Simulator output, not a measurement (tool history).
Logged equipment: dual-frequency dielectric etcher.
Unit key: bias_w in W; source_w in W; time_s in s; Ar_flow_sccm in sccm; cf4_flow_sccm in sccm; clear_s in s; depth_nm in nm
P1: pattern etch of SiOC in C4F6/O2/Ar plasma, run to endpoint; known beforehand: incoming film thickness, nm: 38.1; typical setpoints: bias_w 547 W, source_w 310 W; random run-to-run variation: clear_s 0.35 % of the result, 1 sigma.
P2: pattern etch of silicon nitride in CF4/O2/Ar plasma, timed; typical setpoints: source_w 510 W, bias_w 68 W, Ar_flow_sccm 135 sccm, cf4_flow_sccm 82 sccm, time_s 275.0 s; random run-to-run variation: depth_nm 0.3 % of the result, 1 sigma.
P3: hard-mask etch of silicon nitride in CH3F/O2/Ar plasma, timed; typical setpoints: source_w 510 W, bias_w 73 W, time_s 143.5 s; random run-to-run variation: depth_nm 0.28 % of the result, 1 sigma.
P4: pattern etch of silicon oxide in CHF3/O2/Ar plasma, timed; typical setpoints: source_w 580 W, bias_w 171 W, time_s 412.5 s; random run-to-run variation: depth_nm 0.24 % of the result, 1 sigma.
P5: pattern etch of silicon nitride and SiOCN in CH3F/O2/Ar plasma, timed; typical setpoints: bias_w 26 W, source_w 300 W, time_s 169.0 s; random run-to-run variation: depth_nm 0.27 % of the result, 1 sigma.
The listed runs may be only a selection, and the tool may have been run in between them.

run   hour  process  bias_w  source_w  time_s  Ar_flow_sccm  cf4_flow_sccm  clear_s  depth_nm
  1    9.0       P1     547       310                                        13.348
  2   17.4       P3      97       510   143.5                                         121.840
  3   27.6       P3      73       510   143.5                                         110.170
  4   34.1       P4     171       580   598.0                                        1155.700
  5   46.1       P1     547       310                                        13.478
  6   55.0       P3      73       720   143.5                                         125.980
  7   68.2       P2      83       510   275.0           135             82            620.620
  8   81.0       P1     547       310                                        13.358
  9   89.9       P2      68       510   275.0           135             82            572.320
 10  100.9       P1     547       310                                        13.409
 11  111.9       P5      26       230   169.0                                          19.708
 12  125.5       P1     547       310                                        13.365
 13  138.5       P2      68       640   275.0           135             82            691.900
 14  149.9       P1     547       230                                        14.937
 15  162.3       P2      68       510   275.0           109             82            585.490
 16  170.0       P5      26       300   169.0                                          21.627
 17  181.4       P4     171       380   412.5                                         677.980
 18  194.1       P1     547       310                                        13.462
 19  202.7       P4     139       580   412.5                                         739.600
 20  209.8       P4     171       580   412.5                                         795.290
 21  222.0       P1     392       310                                        15.217
 22  235.2       P3      73       510   143.5                                         110.540
 23  246.4       P4     171       580   412.5                                         792.070
 24  255.3       P5      26       300   229.0                                          29.257
 25  268.6       P3      73       510   212.0                                         163.070
 26  278.9       P5      26       300   169.0                                          21.514
 27  288.4       P2      68       510   402.0           135             82            830.950
 28  294.6       P2      68       510   275.0           135             49            533.500
 29  304.3       P1     547       310                                        13.436
 30  314.7       P5      31       300   169.0                                          23.492
 31  328.3       P1     369       430                                        13.716
 32  339.6       P1     752       180                                        14.356
 33  347.8       P1     547       440                                        11.772
 34  361.3       P1     739       310                                        11.876
 35  367.5       P1     547       310                                        13.470
 36  374.0       P1     547       310                                        13.264
 37  387.3       P1     547       310                                        13.284
 38  397.0       P1     547       310                                        13.167
 39  405.8       P1     547       310                                        13.211
     407.6  -- wet clean of the chamber
 40  419.4       P1     547       310                                        13.198
 41  427.1       P1     547       310                                        13.133
 42  433.7       P1     547       310                                        13.134
 43  443.0       P1     547       310                                        13.185
 44  454.1       P1     547       310                                        13.240
 45  466.6       P1     547       310                                        13.185
 46  473.1       P1     547       310                                        13.182

Something has made what P1 gives creep away from where it was; the 2 causes below, each at its own stated size, fit the log equally well:
A: bias power that arrives over what is set, % = 4.6
B: source power that arrives over what is set, % = 4.83
The onset of the drift is placed at about hour 367.5.
Other possible causes, and why each is ruled out:
chamber walls in a state that raises the etch rate, %: serviced after onset, at hour 407.6, with no recovery of the prior output

Listed below are the offered check runs, one wafer per run, with question marks in place of results. For which of them would the causes give clearly different outcomes?
check 1  479.6       P4     171       580   412.5                                               ?
check 2  479.6       P3      73       510   143.5                                               ?
check 3  479.6       P2      68       510   275.0           135             82                  ?
check 4  479.6       P5      26       300   169.0                                               ?

Expected result of each check under each candidate cause:
  check    result     if A     if B
check 1  depth_nm  807.520  809.960
check 2  depth_nm  111.780  112.080
check 3  depth_nm  580.980  593.600
check 4  depth_nm   22.085   21.974
Per check, the gap between the least separated pair of causes, taken in the result that splits them most: check 1 0.3 %; check 2 0.27 %; check 3 2.15 %; check 4 0.5 %
The causes can be told apart only by check 3. The other checks would give nearly the same results under each of them.

Check 3 was then run and gave: depth_nm 592.790 nm. Which cause is it?

It is B: source power that arrives over what is set, %.

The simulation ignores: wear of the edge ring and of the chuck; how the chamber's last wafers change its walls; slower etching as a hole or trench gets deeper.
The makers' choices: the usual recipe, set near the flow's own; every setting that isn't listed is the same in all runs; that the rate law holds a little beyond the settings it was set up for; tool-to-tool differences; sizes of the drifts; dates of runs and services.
